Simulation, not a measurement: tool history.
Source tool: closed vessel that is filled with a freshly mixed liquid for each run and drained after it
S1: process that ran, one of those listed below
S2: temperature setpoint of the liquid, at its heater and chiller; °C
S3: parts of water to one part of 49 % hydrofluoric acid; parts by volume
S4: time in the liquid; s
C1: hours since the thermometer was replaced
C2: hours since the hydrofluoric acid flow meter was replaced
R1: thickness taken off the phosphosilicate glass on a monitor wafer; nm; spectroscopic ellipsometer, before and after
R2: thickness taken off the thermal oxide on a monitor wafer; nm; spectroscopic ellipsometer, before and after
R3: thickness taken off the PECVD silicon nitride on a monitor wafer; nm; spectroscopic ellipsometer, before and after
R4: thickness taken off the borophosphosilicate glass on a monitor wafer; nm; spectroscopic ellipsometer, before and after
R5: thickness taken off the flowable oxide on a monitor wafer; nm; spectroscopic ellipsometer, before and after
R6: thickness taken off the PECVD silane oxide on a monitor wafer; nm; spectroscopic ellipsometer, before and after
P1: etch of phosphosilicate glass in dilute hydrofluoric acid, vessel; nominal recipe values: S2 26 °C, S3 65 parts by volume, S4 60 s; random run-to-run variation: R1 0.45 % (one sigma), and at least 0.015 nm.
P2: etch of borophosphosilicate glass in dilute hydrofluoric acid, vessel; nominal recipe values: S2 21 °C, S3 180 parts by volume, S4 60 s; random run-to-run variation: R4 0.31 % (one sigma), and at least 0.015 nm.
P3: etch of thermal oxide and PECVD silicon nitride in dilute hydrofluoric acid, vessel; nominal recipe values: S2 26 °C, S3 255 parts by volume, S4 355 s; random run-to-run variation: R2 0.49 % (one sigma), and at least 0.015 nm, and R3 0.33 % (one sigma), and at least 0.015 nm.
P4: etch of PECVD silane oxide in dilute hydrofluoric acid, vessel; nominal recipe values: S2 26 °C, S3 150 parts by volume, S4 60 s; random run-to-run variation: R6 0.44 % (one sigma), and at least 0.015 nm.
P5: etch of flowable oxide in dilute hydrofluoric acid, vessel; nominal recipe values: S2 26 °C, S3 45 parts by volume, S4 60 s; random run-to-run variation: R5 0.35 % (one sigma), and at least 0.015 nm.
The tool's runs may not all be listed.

{"run": 1, "hour": 6.2, "S1": "P1", "S2": 26, "S3": 65, "S4": 60, "C1": 1336.7, "C2": 1107.7, "R1": 97.022}
{"run": 2, "hour": 12.1, "S1": "P3", "S2": 26, "S3": 255, "S4": 55, "C1": 1342.6, "C2": 1113.6, "R2": 1.0094, "R3": 0.99798}
{"run": 3, "hour": 18.7, "S1": "P2", "S2": 21, "S3": 180, "S4": 30, "C1": 1349.2, "C2": 1120.2, "R4": 9.47}
{"run": 4, "hour": 26.3, "S1": "P1", "S2": 26, "S3": 65, "S4": 60, "C1": 1356.8, "C2": 1127.8, "R1": 96.841}
{"run": 5, "hour": 29.8, "S1": "P3", "S2": 26, "S3": 65, "S4": 355, "C1": 1360.3, "C2": 1131.3, "R2": 32.164, "R3": 24.32}
{"run": 6, "hour": 33.2, "S1": "P1", "S2": 26, "S3": 95, "S4": 30, "C1": 1363.7, "C2": 1134.7, "R1": 31.521}
{"run": 7, "hour": 36.7, "S1": "P5", "S2": 26, "S3": 45, "S4": 60, "C1": 1367.2, "C2": 1138.2, "R5": 59.865}
{"run": 8, "hour": 44.4, "S1": "P5", "S2": 31.5, "S3": 45, "S4": 60, "C1": 1374.9, "C2": 1145.9, "R5": 74.396}
{"run": 9, "hour": 49.4, "S1": "P2", "S2": 17, "S3": 180, "S4": 60, "C1": 1379.9, "C2": 1150.9, "R4": 16.157}
{"run": 10, "hour": 54.7, "S1": "P1", "S2": 21, "S3": 65, "S4": 100, "C1": 1385.2, "C2": 1156.2, "R1": 130.74}
{"run": 11, "hour": 59.9, "S1": "P1", "S2": 26, "S3": 65, "S4": 60, "C1": 1390.4, "C2": 1161.4, "R1": 96.881}
{"run": 12, "hour": 66.6, "S1": "P5", "S2": 26, "S3": 45, "S4": 105, "C1": 1397.1, "C2": 1168.1, "R5": 104.21}
{"run": 13, "hour": 72.8, "S1": "P2", "S2": 21, "S3": 180, "S4": 60, "C1": 1403.3, "C2": 1174.3, "R4": 18.976}
{"run": 14, "hour": 77.6, "S1": "P4", "S2": 26, "S3": 30, "S4": 60, "C1": 1408.1, "C2": 1179.1, "R6": 99.742}
{"run": 15, "hour": 82.5, "S1": "P1", "S2": 19.5, "S3": 65, "S4": 60, "C1": 1413, "C2": 1184, "R1": 73.421}
{"run": 16, "hour": 90.1, "S1": "P4", "S2": 26, "S3": 150, "S4": 60, "C1": 1420.6, "C2": 1191.6, "R6": 16.962}
{"run": 17, "hour": 96.3, "S1": "P5", "S2": 26, "S3": 45, "S4": 60, "C1": 1426.8, "C2": 1197.8, "R5": 59.938}
{"run": 18, "hour": 102.0, "S1": "P3", "S2": 31.5, "S3": 255, "S4": 355, "C1": 1432.5, "C2": 1203.5, "R2": 7.8321, "R3": 8.6685}
{"run": 19, "hour": 108.8, "S1": "P1", "S2": 26, "S3": 65, "S4": 60, "C1": 1439.3, "C2": 1210.3, "R1": 96.169}
{"run": 20, "hour": 114.2, "S1": "P4", "S2": 26, "S3": 150, "S4": 30, "C1": 1444.7, "C2": 1215.7, "R6": 8.4329}
{"run": 21, "hour": 118.3, "S1": "P1", "S2": 26, "S3": 20, "S4": 60, "C1": 1448.8, "C2": 1219.8, "R1": 338.1}
{"run": 22, "hour": 122.7, "S1": "P2", "S2": 21, "S3": 180, "S4": 60, "C1": 1453.2, "C2": 1224.2, "R4": 19.011}
{"run": 23, "hour": 129.4, "S1": "P3", "S2": 26, "S3": 255, "S4": 355, "C1": 1459.9, "C2": 1230.9, "R2": 6.5635, "R3": 6.2803}
{"run": 24, "hour": 134.0, "S1": "P1", "S2": 26, "S3": 65, "S4": 30, "C1": 1464.5, "C2": 1235.5, "R1": 48.137}

Run 25 comes next. What will it give?
{"run": 25, "hour": 140.1, "S1": "P2", "S2": 21, "S3": 45, "S4": 60, "C1": 1470.6, "C2": 1241.6, "R4": "?"}

R4: 88.536 nm

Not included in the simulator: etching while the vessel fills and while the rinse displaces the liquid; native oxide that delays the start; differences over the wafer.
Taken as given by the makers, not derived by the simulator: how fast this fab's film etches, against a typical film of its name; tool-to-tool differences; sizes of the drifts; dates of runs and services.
